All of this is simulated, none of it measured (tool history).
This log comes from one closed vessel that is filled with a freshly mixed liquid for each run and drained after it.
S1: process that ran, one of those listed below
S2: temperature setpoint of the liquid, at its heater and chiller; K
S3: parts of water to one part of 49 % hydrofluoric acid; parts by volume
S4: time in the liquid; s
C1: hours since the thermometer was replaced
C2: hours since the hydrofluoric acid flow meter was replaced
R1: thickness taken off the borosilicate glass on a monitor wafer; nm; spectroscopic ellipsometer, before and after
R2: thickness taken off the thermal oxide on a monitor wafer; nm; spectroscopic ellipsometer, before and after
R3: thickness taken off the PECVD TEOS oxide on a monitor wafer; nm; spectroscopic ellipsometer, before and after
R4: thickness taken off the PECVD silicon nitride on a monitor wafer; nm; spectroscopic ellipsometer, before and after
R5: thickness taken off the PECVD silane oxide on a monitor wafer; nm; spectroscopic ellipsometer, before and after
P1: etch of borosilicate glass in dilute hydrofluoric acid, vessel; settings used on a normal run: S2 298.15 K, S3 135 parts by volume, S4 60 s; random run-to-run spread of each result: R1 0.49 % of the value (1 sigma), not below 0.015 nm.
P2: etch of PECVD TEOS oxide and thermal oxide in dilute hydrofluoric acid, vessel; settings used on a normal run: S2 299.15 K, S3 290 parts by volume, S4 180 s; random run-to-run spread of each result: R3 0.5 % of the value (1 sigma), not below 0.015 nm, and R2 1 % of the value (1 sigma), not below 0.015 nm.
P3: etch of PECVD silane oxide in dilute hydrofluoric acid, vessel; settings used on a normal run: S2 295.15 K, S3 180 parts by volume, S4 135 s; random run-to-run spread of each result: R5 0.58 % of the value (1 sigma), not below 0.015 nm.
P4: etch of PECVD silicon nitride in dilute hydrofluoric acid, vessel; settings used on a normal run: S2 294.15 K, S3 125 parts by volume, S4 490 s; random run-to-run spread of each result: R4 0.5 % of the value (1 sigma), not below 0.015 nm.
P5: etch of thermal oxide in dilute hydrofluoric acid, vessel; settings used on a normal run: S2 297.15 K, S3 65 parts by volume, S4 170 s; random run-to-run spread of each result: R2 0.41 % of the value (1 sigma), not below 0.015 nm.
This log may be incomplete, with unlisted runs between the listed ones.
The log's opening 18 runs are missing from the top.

| run | hour | S1 | S2 | S3 | S4 | C1 | C2 | R1 | R2 | R3 | R4 | R5 |
|---|---|---|---|---|---|---|---|---|---|---|---|---|
| 19 | 234.2 | P1 | 302.65 | 25 | 60 | 544.1 | 782.6 | 170.23 |  |  |  |  |
| 20 | 246.8 | P4 | 294.15 | 185 | 490 | 556.7 | 795.2 |  |  |  | 5.4075 |  |
| 21 | 260.2 | P3 | 295.15 | 180 | 135 | 570.1 | 808.6 |  |  |  |  | 12.558 |
|  | 268.6 | hydrofluoric acid flow meter replaced |
| 22 | 271.8 | P1 | 298.15 | 135 | 30 | 581.7 | 3.3 | 11.389 |  |  |  |  |
| 23 | 288.1 | P1 | 298.15 | 135 | 60 | 598 | 19.6 | 22.805 |  |  |  |  |
| 24 | 299.4 | P1 | 298.15 | 135 | 60 | 609.3 | 30.9 | 22.927 |  |  |  |  |
| 25 | 308.8 | P1 | 298.15 | 35 | 60 | 618.7 | 40.3 | 99.778 |  |  |  |  |
| 26 | 320.2 | P5 | 297.15 | 65 | 285 | 630.1 | 51.7 |  | 22.124 |  |  |  |
| 27 | 335 | P1 | 302.15 | 135 | 60 | 644.9 | 66.5 | 26.363 |  |  |  |  |
| 28 | 348.6 | P4 | 294.15 | 125 | 30 | 658.5 | 80.1 |  |  |  | 0.46057 |  |
| 29 | 364 | P1 | 298.15 | 135 | 60 | 673.9 | 95.5 | 22.684 |  |  |  |  |
| 30 | 378 | P1 | 298.15 | 60 | 110 | 687.9 | 109.5 | 103.39 |  |  |  |  |
| 31 | 391.4 | P2 | 299.15 | 290 | 180 | 701.3 | 122.9 |  | 2.4634 | 15.001 |  |  |
| 32 | 400.1 | P4 | 294.15 | 125 | 490 | 710 | 131.6 |  |  |  | 7.9701 |  |
| 33 | 409.5 | P1 | 298.15 | 195 | 30 | 719.4 | 141 | 7.3784 |  |  |  |  |
| 34 | 421.2 | P1 | 298.15 | 135 | 60 | 731.1 | 152.7 | 22.719 |  |  |  |  |
| 35 | 429.1 | P1 | 298.15 | 135 | 60 | 739 | 160.6 | 22.372 |  |  |  |  |
| 36 | 446.8 | P1 | 298.15 | 135 | 60 | 756.7 | 178.3 | 22.089 |  |  |  |  |

Run 37 is up next; what results do you expect?
| 37 | 457 | P1 | 298.15 | 135 | 60 | 766.9 | 188.5 | ? |  |  |  |  |

{"run 37": {"R1": 21.835}}

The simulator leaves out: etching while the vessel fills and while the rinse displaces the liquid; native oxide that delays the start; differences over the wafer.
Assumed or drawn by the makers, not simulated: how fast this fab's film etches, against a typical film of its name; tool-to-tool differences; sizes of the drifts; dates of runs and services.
